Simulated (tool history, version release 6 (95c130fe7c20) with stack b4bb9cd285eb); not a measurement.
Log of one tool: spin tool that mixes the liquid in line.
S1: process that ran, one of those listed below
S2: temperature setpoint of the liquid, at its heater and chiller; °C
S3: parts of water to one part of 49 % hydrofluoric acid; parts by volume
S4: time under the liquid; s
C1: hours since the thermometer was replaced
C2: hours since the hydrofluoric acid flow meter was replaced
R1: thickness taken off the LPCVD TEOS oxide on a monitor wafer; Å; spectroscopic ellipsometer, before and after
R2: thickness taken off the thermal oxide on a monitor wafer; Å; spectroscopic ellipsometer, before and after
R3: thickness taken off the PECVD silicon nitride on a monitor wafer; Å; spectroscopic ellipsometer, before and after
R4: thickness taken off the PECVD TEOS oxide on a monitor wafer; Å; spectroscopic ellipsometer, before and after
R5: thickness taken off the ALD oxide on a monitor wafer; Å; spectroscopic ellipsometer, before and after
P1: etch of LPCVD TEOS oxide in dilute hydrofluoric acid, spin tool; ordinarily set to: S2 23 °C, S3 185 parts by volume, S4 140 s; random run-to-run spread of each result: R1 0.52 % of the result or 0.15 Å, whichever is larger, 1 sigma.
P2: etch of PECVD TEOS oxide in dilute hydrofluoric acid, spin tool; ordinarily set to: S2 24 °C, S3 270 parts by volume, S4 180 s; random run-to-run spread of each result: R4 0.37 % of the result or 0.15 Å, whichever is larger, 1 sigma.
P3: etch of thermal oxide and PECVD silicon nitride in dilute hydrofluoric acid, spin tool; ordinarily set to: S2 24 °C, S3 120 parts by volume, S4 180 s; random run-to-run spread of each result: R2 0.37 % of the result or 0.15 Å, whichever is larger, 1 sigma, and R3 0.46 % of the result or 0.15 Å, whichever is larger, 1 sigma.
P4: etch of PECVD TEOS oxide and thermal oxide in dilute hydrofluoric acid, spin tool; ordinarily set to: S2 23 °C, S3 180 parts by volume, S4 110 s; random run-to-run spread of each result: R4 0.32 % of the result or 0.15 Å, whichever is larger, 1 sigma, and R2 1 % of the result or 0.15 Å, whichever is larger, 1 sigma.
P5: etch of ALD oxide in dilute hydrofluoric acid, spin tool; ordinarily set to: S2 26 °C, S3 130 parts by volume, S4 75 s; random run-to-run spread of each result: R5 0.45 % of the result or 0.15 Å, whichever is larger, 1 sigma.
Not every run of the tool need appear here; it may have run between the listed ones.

run	hour	S1	S2	S3	S4	C1	C2	R1	R2	R3	R4	R5
1	3.9	P1	23	185	140	165.2	1527.5	288.1				
2	6.2	P3	24	120	265	167.5	1529.8		101.58	75.306		
3	8.8	P1	23	185	140	170.1	1532.4	293.34				
4	10.8	P2	24	110	180	172.1	1534.4				233.63	
5	13	P1	23	185	140	174.3	1536.6	292.74				
6	16.6	P2	24	270	180	177.9	1540.2				79.939	
7	18.9	P1	23	185	140	180.2	1542.5	291.99				
8	22.5	P4	23	180	55	183.8	1546.1		12.634		40.532	
9	26.8	P5	26	130	120	188.1	1550.4					102.67
10	30.1	P1	23	85	140	191.4	1553.7	701.09				
11	33.2	P3	24	205	180	194.5	1556.8		36.554	30.582		
12	37.4	P2	24	270	15	198.7	1561				6.6025	
13	39.6	P4	17	180	110	200.9	1563.2		19.889		64.027	
# hour 40.2: hydrofluoric acid flow meter replaced
14	43.1	P1	19.5	185	255	204.4	3	465.37				
15	45.1	P1	23	185	275	206.4	5	572.53				
16	47.7	P1	23	185	140	209	7.6	292.98				
17	51.5	P2	19	270	180	212.8	11.4				67.034	
18	54.8	P1	23	185	140	216.1	14.7	290.23				
19	58	P5	26	235	75	219.3	17.9					31.627
20	59.9	P2	24	270	180	221.2	19.8				80.196	
21	62.9	P4	23	180	110	224.2	22.8		25.437		80.872	
22	65.2	P1	23	185	15	226.5	25.1	31.321				
23	68.3	P1	23	50	75	229.6	28.2	674.07				
24	70.1	P5	20	130	75	231.4	30					51.12
25	73.2	P1	23	185	140	234.5	33.1	293.34				
26	75.2	P1	23	120	255	236.5	35.1	880.18				
27	79.5	P4	23	305	110	240.8	39.4		12.89		42.127	
28	82.7	P1	23	260	140	244	42.6	190.51				
29	86.1	P3	24	120	180	247.4	46		69.284	51.659		
30	89.4	P5	26	130	75	250.7	49.3					64.017
31	91.7	P1	30.5	185	140	253	51.6	383.32				
32	95.8	P1	17	185	140	257.1	55.7	231.09				
33	100.1	P3	29	120	180	261.4	60		83.678	71.53		
34	104.2	P1	23	185	140	265.5	64.1	291.46				
35	107.5	P1	23	185	140	268.8	67.4	285.04				
36	111.8	P1	23	185	140	273.1	71.7	276.43				
37	114.5	P1	23	185	140	275.8	74.4	273.62				
38	117.9	P1	23	185	140	279.2	77.8	270.95				
39	121.8	P1	23	185	140	283.1	81.7	271.08				
40	126	P1	23	185	140	287.3	85.9	269.84				
41	127.9	P1	23	185	140	289.2	87.8	268.62				

Estimate the outcome of run 42 from the log above:
42	131	P1	23	185	140	292.3	90.9	?				

Run 42 measured R1 269.63 Å.
